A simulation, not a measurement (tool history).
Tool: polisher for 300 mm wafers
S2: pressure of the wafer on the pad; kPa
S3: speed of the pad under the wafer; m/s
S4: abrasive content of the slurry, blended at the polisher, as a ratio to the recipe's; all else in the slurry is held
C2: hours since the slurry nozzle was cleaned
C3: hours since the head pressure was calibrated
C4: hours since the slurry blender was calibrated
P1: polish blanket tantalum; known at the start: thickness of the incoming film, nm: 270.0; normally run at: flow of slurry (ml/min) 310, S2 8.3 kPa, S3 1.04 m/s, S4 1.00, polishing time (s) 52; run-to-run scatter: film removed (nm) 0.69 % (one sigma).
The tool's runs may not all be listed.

Run 1, day 0.550: flow of slurry (ml/min) 310, S2 8.3 kPa, S3 1.04 m/s, S4 1.00, polishing time (s) 52; wafers polished on this pad 586; C2 144.9; C3 916.7; C4 237.1. Result: film removed (nm) 53.241.
Run 2, day 0.996: flow of slurry (ml/min) 310, S2 4.1 kPa, S3 1.04 m/s, S4 1.00, polishing time (s) 52; wafers polished on this pad 677; C2 155.6; C3 927.4; C4 247.8. Result: film removed (nm) 27.125.
Run 3, day 1.596: flow of slurry (ml/min) 310, S2 8.3 kPa, S3 1.04 m/s, S4 1.00, polishing time (s) 81; wafers polished on this pad 800; C2 170.0; C3 941.8; C4 262.2. Result: film removed (nm) 83.797.
At day 1.875: slurry blender recalibrated.
Run 4, day 2.346: flow of slurry (ml/min) 310, S2 8.3 kPa, S3 1.04 m/s, S4 1.00, polishing time (s) 52; wafers polished on this pad 953; C2 188.0; C3 959.8; C4 11.3. Result: film removed (nm) 54.066.
Run 5, day 2.958: flow of slurry (ml/min) 310, S2 8.3 kPa, S3 1.04 m/s, S4 1.00, polishing time (s) 52; wafers polished on this pad 1079; C2 202.7; C3 974.5; C4 26.0. Result: film removed (nm) 53.903.
Run 6, day 3.371: flow of slurry (ml/min) 490, S2 8.3 kPa, S3 1.04 m/s, S4 1.00, polishing time (s) 52; wafers polished on this pad 1163; C2 212.6; C3 984.4; C4 35.9. Result: film removed (nm) 56.375.
Run 7, day 3.892: flow of slurry (ml/min) 310, S2 11.0 kPa, S3 1.04 m/s, S4 1.35, polishing time (s) 52; wafers polished on this pad 1270; C2 225.1; C3 996.9; C4 48.4. Result: film removed (nm) 77.551.
Run 8, day 4.529: flow of slurry (ml/min) 310, S2 8.3 kPa, S3 1.04 m/s, S4 1.00, polishing time (s) 23; wafers polished on this pad 1401; C2 240.4; C3 1012.2; C4 63.7. Result: film removed (nm) 23.880.
Run 9, day 4.904: flow of slurry (ml/min) 310, S2 8.3 kPa, S3 0.56 m/s, S4 1.00, polishing time (s) 52; wafers polished on this pad 1477; C2 249.4; C3 1021.2; C4 72.7. Result: film removed (nm) 29.140.
Run 10, day 5.421: flow of slurry (ml/min) 310, S2 8.3 kPa, S3 1.04 m/s, S4 1.00, polishing time (s) 52; wafers polished on this pad 1583; C2 261.8; C3 1033.6; C4 85.1. Result: film removed (nm) 54.035.
Run 11, day 6.042: flow of slurry (ml/min) 310, S2 8.3 kPa, S3 1.04 m/s, S4 1.45, polishing time (s) 52; wafers polished on this pad 1710; C2 276.7; C3 1048.5; C4 100.0. Result: film removed (nm) 58.940.
Run 12, day 6.575: flow of slurry (ml/min) 310, S2 8.3 kPa, S3 1.04 m/s, S4 0.70, polishing time (s) 52; wafers polished on this pad 1820; C2 289.5; C3 1061.3; C4 112.8. Result: film removed (nm) 48.448.
Run 13, day 7.329: flow of slurry (ml/min) 310, S2 8.3 kPa, S3 1.04 m/s, S4 1.00, polishing time (s) 52; wafers polished on this pad 1974; C2 307.6; C3 1079.4; C4 130.9. Result: film removed (nm) 54.280.
Run 14, day 7.671: flow of slurry (ml/min) 310, S2 12.4 kPa, S3 1.04 m/s, S4 1.00, polishing time (s) 52; wafers polished on this pad 2044; C2 315.8; C3 1087.6; C4 139.1. Result: film removed (nm) 82.087.
Run 15, day 8.183: flow of slurry (ml/min) 210, S2 8.3 kPa, S3 1.04 m/s, S4 1.00, polishing time (s) 52; wafers polished on this pad 2149; C2 328.1; C3 1099.9; C4 151.4. Result: film removed (nm) 52.111.
Run 16, day 8.667: flow of slurry (ml/min) 310, S2 8.3 kPa, S3 1.58 m/s, S4 1.00, polishing time (s) 52; wafers polished on this pad 2248; C2 339.7; C3 1111.5; C4 163.0. Result: film removed (nm) 82.199.
Run 17, day 9.238: flow of slurry (ml/min) 310, S2 8.3 kPa, S3 1.04 m/s, S4 1.00, polishing time (s) 52; wafers polished on this pad 2365; C2 353.4; C3 1125.2; C4 176.7. Result: film removed (nm) 53.751.
Run 18, day 9.638: flow of slurry (ml/min) 310, S2 8.3 kPa, S3 1.04 m/s, S4 1.00, polishing time (s) 52; wafers polished on this pad 2447; C2 363.0; C3 1134.8; C4 186.3. Result: film removed (nm) 52.834.
Run 19, day 10.200: flow of slurry (ml/min) 310, S2 8.3 kPa, S3 1.04 m/s, S4 1.00, polishing time (s) 52; wafers polished on this pad 2562; C2 376.5; C3 1148.3; C4 199.8. Result: film removed (nm) 51.083.
Run 20, day 10.825: flow of slurry (ml/min) 310, S2 8.3 kPa, S3 1.04 m/s, S4 1.00, polishing time (s) 52; wafers polished on this pad 2690; C2 391.5; C3 1163.3; C4 214.8. Result: film removed (nm) 50.961.
Run 21, day 11.225: flow of slurry (ml/min) 310, S2 8.3 kPa, S3 1.04 m/s, S4 1.00, polishing time (s) 52; wafers polished on this pad 2772; C2 401.1; C3 1172.9; C4 224.4. Result: film removed (nm) 49.984.
At day 11.779: worn pad replaced by a new one.
Run 22, day 11.929: flow of slurry (ml/min) 310, S2 8.3 kPa, S3 1.04 m/s, S4 1.00, polishing time (s) 52; wafers polished on this pad 31; C2 418.0; C3 1189.8; C4 241.3. Result: film removed (nm) 49.529.
Run 23, day 12.338: flow of slurry (ml/min) 310, S2 8.3 kPa, S3 1.04 m/s, S4 1.00, polishing time (s) 52; wafers polished on this pad 115; C2 427.8; C3 1199.6; C4 251.1. Result: film removed (nm) 50.046.
At day 12.458: slurry nozzle cleaned.
Run 24, day 12.925: flow of slurry (ml/min) 310, S2 8.3 kPa, S3 1.04 m/s, S4 1.00, polishing time (s) 52; wafers polished on this pad 235; C2 11.2; C3 1213.7; C4 265.2. Result: film removed (nm) 49.211.
Run 25, day 13.692: flow of slurry (ml/min) 310, S2 8.3 kPa, S3 1.04 m/s, S4 1.00, polishing time (s) 52; wafers polished on this pad 392; C2 29.6; C3 1232.1; C4 283.6. Result: film removed (nm) 48.557.

What P1 gives has crept away from where it was. These 2 causes fit the log equally well, each at the size given:
A: abrasive missing from the slurry, % = 25.5
B: head's pressure below its setpoint, % = 8.92
The creep began at about day 9.238.
Why every other cause is out:
removal rate lost through wear of the pad, %: serviced at day 11.779, which brought nothing back
slurry flow missing at the pad, %: serviced at day 12.458, which brought nothing back

4 check runs are offered, each on 5 wafers whose results are averaged, their results left as question marks. Which one tells the causes apart?
Run check 1, day 14.458: flow of slurry (ml/min) 310, S2 8.3 kPa, S3 1.56 m/s, S4 1.00, polishing time (s) 52. Result: film removed (nm) ?.
Run check 2, day 14.458: flow of slurry (ml/min) 445, S2 8.3 kPa, S3 1.04 m/s, S4 1.00, polishing time (s) 79. Result: film removed (nm) ?.
Run check 3, day 14.458: flow of slurry (ml/min) 310, S2 12.4 kPa, S3 1.04 m/s, S4 1.00, polishing time (s) 30. Result: film removed (nm) ?.
Run check 4, day 14.458: flow of slurry (ml/min) 310, S2 8.3 kPa, S3 0.64 m/s, S4 0.70, polishing time (s) 52. Result: film removed (nm) ?.

What each check would give under each cause:
  check             result    if A    if B
check 1  film removed (nm)  73.919  73.909
check 2  film removed (nm)  76.875  76.865
check 3  film removed (nm)  42.645  42.640
check 4  film removed (nm)  26.377  27.014
How far apart the two closest causes lie, in the result that separates them most: check 1 0.01 %; check 2 0.01 %; check 3 0.01 %; check 4 2.39 %
Only check 4 tells the causes apart: in the others they would give nearly the same result.

Check 4 was then run and gave: film removed (nm) 26.835. Which cause is it?

It is B: head's pressure below its setpoint, %.

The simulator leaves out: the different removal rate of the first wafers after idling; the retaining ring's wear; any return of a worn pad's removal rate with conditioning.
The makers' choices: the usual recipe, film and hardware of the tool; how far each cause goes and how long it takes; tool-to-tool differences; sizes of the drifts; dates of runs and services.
